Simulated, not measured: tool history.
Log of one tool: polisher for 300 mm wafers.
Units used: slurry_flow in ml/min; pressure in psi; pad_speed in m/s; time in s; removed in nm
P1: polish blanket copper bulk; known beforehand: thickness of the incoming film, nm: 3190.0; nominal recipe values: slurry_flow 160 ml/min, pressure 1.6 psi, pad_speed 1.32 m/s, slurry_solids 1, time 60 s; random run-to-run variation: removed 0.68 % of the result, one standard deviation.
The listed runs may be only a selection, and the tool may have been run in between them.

Run 1, hour 6.3: slurry_flow 160 ml/min, pressure 1.6 psi, pad_speed 1.32 m/s, slurry_solids 1, time 60 s. Result: removed 447.47 nm.
Run 2, hour 12.8: slurry_flow 160 ml/min, pressure 1.6 psi, pad_speed 1.32 m/s, slurry_solids 1, time 60 s. Result: removed 450.12 nm.
Run 3, hour 20.2: slurry_flow 160 ml/min, pressure 1.6 psi, pad_speed 1.32 m/s, slurry_solids 0.65, time 60 s. Result: removed 404.9 nm.
At hour 21.4: slurry nozzle cleaned.
Run 4, hour 29.7: slurry_flow 160 ml/min, pressure 1.6 psi, pad_speed 1.76 m/s, slurry_solids 1, time 60 s. Result: removed 595.37 nm.
Run 5, hour 37.6: slurry_flow 240 ml/min, pressure 1.6 psi, pad_speed 1.32 m/s, slurry_solids 1, time 60 s. Result: removed 472.09 nm.
Run 6, hour 43: slurry_flow 160 ml/min, pressure 1.6 psi, pad_speed 1.32 m/s, slurry_solids 1, time 60 s. Result: removed 446.58 nm.
Run 7, hour 50.9: slurry_flow 160 ml/min, pressure 1.6 psi, pad_speed 1.32 m/s, slurry_solids 1, time 60 s. Result: removed 452.19 nm.
Run 8, hour 56.8: slurry_flow 160 ml/min, pressure 1.6 psi, pad_speed 1.32 m/s, slurry_solids 1, time 60 s. Result: removed 447.59 nm.
Run 9, hour 62.4: slurry_flow 100 ml/min, pressure 1.6 psi, pad_speed 1.32 m/s, slurry_solids 1, time 60 s. Result: removed 409.93 nm.
Run 10, hour 67.4: slurry_flow 160 ml/min, pressure 1.6 psi, pad_speed 0.94 m/s, slurry_solids 1, time 60 s. Result: removed 317.06 nm.
Run 11, hour 72.4: slurry_flow 160 ml/min, pressure 1 psi, pad_speed 1.32 m/s, slurry_solids 1, time 60 s. Result: removed 280.69 nm.
Run 12, hour 77.9: slurry_flow 160 ml/min, pressure 1.6 psi, pad_speed 1.32 m/s, slurry_solids 1.3, time 60 s. Result: removed 470.4 nm.
Run 13, hour 83.3: slurry_flow 160 ml/min, pressure 1.6 psi, pad_speed 0.68 m/s, slurry_solids 1, time 44 s. Result: removed 168.95 nm.
Run 14, hour 89.3: slurry_flow 160 ml/min, pressure 1.6 psi, pad_speed 1.32 m/s, slurry_solids 1, time 80 s. Result: removed 601.26 nm.
Run 15, hour 96.6: slurry_flow 160 ml/min, pressure 1.6 psi, pad_speed 1.32 m/s, slurry_solids 1, time 27 s. Result: removed 202.32 nm.
Run 16, hour 102.1: slurry_flow 160 ml/min, pressure 2.5 psi, pad_speed 1.32 m/s, slurry_solids 1, time 60 s. Result: removed 698.49 nm.
Run 17, hour 108.4: slurry_flow 160 ml/min, pressure 1.6 psi, pad_speed 1.32 m/s, slurry_solids 1, time 60 s. Result: removed 445.2 nm.
Run 18, hour 114: slurry_flow 160 ml/min, pressure 1.6 psi, pad_speed 1.32 m/s, slurry_solids 1, time 60 s. Result: removed 448.21 nm.
Run 19, hour 122.2: slurry_flow 160 ml/min, pressure 1.6 psi, pad_speed 1.32 m/s, slurry_solids 1, time 60 s. Result: removed 429.58 nm.
Run 20, hour 128.1: slurry_flow 160 ml/min, pressure 1.6 psi, pad_speed 1.32 m/s, slurry_solids 1, time 60 s. Result: removed 424.88 nm.
Run 21, hour 137.2: slurry_flow 160 ml/min, pressure 1.6 psi, pad_speed 1.32 m/s, slurry_solids 1, time 60 s. Result: removed 414.73 nm.
Run 22, hour 143: slurry_flow 160 ml/min, pressure 1.6 psi, pad_speed 1.32 m/s, slurry_solids 1, time 60 s. Result: removed 417.59 nm.
Run 23, hour 147.3: slurry_flow 160 ml/min, pressure 1.6 psi, pad_speed 1.32 m/s, slurry_solids 1, time 60 s. Result: removed 414.96 nm.
At hour 147.8: slurry blender recalibrated.
Run 24, hour 153: slurry_flow 160 ml/min, pressure 1.6 psi, pad_speed 1.32 m/s, slurry_solids 1, time 60 s. Result: removed 421.4 nm.
At hour 156: head pressure recalibrated.
Run 25, hour 160.7: slurry_flow 160 ml/min, pressure 1.6 psi, pad_speed 1.32 m/s, slurry_solids 1, time 60 s. Result: removed 412.22 nm.
Run 26, hour 167.2: slurry_flow 160 ml/min, pressure 1.6 psi, pad_speed 1.32 m/s, slurry_solids 1, time 60 s. Result: removed 415.9 nm.
Run 27, hour 172: slurry_flow 160 ml/min, pressure 1.6 psi, pad_speed 1.32 m/s, slurry_solids 1, time 60 s. Result: removed 413.82 nm.

P1 no longer gives what it gave before; its output has crept away from where it was. The following 2 causes, each at its listed size, fit the log equally well:
A: slurry flow missing at the pad, % = 34.1
B: removal rate lost through wear of the pad, % = 8.01
The gradual shift began around hour 114.
Every other cause this tool's parts could produce, and why it does not fit the log:
head's pressure below its setpoint, %: serviced at hour 156, after the drift had started, without restoring the earlier output
abrasive missing from the slurry, %: serviced at hour 147.8, after the drift had started, without restoring the earlier output

Below are 4 check runs, each averaged over 2 wafers, with their results shown as question marks. Which of them would give clearly different results depending on which cause is behind the drift?
Run check 1, hour 176.8: slurry_flow 160 ml/min, pressure 1.6 psi, pad_speed 1.32 m/s, slurry_solids 0.8, time 60 s. Result: removed ?.
Run check 2, hour 176.8: slurry_flow 100 ml/min, pressure 1.6 psi, pad_speed 1.32 m/s, slurry_solids 1, time 60 s. Result: removed ?.
Run check 3, hour 176.8: slurry_flow 160 ml/min, pressure 2.3 psi, pad_speed 1.32 m/s, slurry_solids 1, time 60 s. Result: removed ?.
Run check 4, hour 176.8: slurry_flow 160 ml/min, pressure 2.4 psi, pad_speed 1.32 m/s, slurry_solids 1, time 40 s. Result: removed ?.

Check results expected under each cause:
  check   result    if A    if B
check 1  removed  392.42  392.41
check 2  removed  357.89  373.53
check 3  removed  591.35  591.33
check 4  removed  411.37  411.36
How far apart the two closest causes lie, in the result that separates them most: check 1 0 %; check 2 4.28 %; check 3 0 %; check 4 0 %
The other checks would show nearly matching results whichever cause is true, so check 2 is the only one that separates the causes.

Check 2 was then run and gave: removed 375.81 nm. Which cause is it?

It was cause B: removal rate lost through wear of the pad, %.
